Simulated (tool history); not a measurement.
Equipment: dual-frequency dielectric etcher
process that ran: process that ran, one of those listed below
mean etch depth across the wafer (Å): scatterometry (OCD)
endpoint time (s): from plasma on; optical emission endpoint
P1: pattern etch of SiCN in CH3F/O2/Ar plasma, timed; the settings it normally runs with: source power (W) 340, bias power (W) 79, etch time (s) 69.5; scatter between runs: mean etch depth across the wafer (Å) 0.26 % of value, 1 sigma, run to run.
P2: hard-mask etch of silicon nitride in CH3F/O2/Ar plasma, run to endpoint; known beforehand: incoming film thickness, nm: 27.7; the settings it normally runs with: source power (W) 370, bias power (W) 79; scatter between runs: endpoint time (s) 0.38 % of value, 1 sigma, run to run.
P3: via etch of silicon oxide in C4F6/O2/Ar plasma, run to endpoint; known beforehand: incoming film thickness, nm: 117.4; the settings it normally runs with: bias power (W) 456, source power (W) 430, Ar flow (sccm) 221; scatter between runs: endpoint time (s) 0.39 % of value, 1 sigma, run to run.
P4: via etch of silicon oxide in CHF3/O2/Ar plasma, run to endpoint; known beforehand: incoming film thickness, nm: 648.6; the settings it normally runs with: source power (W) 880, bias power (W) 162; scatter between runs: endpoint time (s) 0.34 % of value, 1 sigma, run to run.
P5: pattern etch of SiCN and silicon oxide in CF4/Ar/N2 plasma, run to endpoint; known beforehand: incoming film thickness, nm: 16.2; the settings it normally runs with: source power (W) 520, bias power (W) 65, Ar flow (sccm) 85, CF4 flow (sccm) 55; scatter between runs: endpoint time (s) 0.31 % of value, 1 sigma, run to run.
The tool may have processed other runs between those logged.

run,hour,process that ran,source power (W),bias power (W),etch time (s),Ar flow (sccm),CF4 flow (sccm),hours since the last wet clean,hours since the last source power generator calibration,hours since the last bias power generator calibration,mean etch depth across the wafer (Å),endpoint time (s)
1,6.7,P1,340,79,69.5,,,216.0,1112.8,1107.8,254.23,
2,11.1,P1,340,79,69.5,,,220.4,1117.2,1112.2,254.24,
3,16.5,P3,430,295,,221,,225.8,1122.6,1117.6,,29.427
4,24.2,P1,260,79,84.0,,,233.5,1130.3,1125.3,278.14,
5,32.9,P5,520,65,,113,55,242.2,1139.0,1134.0,,17.906
6,37.5,P5,340,65,,85,55,246.8,1143.6,1138.6,,24.777
7,46.2,P4,600,162,,,,255.5,1152.3,1147.3,,345.760
8,50.9,P1,340,79,69.5,,,260.2,1157.0,1152.0,253.54,
9,55.6,P1,340,79,53.0,,,264.9,1161.7,1156.7,193.89,
10,64.3,P2,280,79,,,,273.6,1170.4,1165.4,,44.427
11,69.2,P1,340,103,69.5,,,278.5,1175.3,1170.3,281.01,
12,75.5,P2,370,47,,,,284.8,1181.6,1176.6,,47.614
13,84.2,P1,440,79,69.5,,,293.5,1190.3,1185.3,279.69,
14,90.3,P5,520,65,,85,55,299.6,1196.4,1191.4,,17.134
15,97.7,P3,430,456,,157,,307.0,1203.8,1198.8,,24.379
16,105.0,P1,340,56,69.5,,,314.3,1211.1,1206.1,224.87,
17,110.1,P1,270,79,69.5,,,319.4,1216.2,1211.2,232.67,
18,114.3,P4,880,131,,,,323.6,1220.4,1215.4,,320.010
19,120.1,P1,340,94,95.5,,,329.4,1226.2,1221.2,371.45,
20,126.6,P2,370,79,,,,335.9,1232.7,1227.7,,39.846
21,133.8,P5,520,53,,85,55,343.1,1239.9,1234.9,,18.232
22,142.0,P5,520,65,,85,35,351.3,1248.1,1243.1,,18.486
# hour 146.1: source power generator calibrated
23,148.0,P1,340,79,90.0,,,357.3,1.9,1249.1,328.71,
24,153.8,P3,330,456,,221,,363.1,7.7,1254.9,,27.791
25,157.6,P1,340,79,69.5,,,366.9,11.5,1258.7,254.53,
26,164.7,P3,430,456,,221,,374.0,18.6,1265.8,,25.148
27,169.5,P4,880,162,,,,378.8,23.4,1270.6,,299.860
28,177.3,P1,340,79,69.5,,,386.6,31.2,1278.4,253.27,
29,181.3,P1,340,79,69.5,,,390.6,35.2,1282.4,254.16,
30,189.4,P1,340,79,69.5,,,398.7,43.3,1290.5,256.43,
31,195.8,P1,340,79,69.5,,,405.1,49.7,1296.9,256.10,
32,200.8,P1,340,79,69.5,,,410.1,54.7,1301.9,256.48,
33,207.5,P1,340,79,69.5,,,416.8,61.4,1308.6,257.27,
34,216.1,P1,340,79,69.5,,,425.4,70.0,1317.2,257.98,
35,220.8,P1,340,79,69.5,,,430.1,74.7,1321.9,257.98,
# hour 225.8: wet clean of the chamber
36,226.4,P1,340,79,69.5,,,0.7,80.3,1327.5,257.73,

Expected results for the next run?
37,230.3,P1,340,79,69.5,,,4.6,84.2,1331.4,?,

Run 37 gave mean etch depth across the wafer (Å) 257.53.
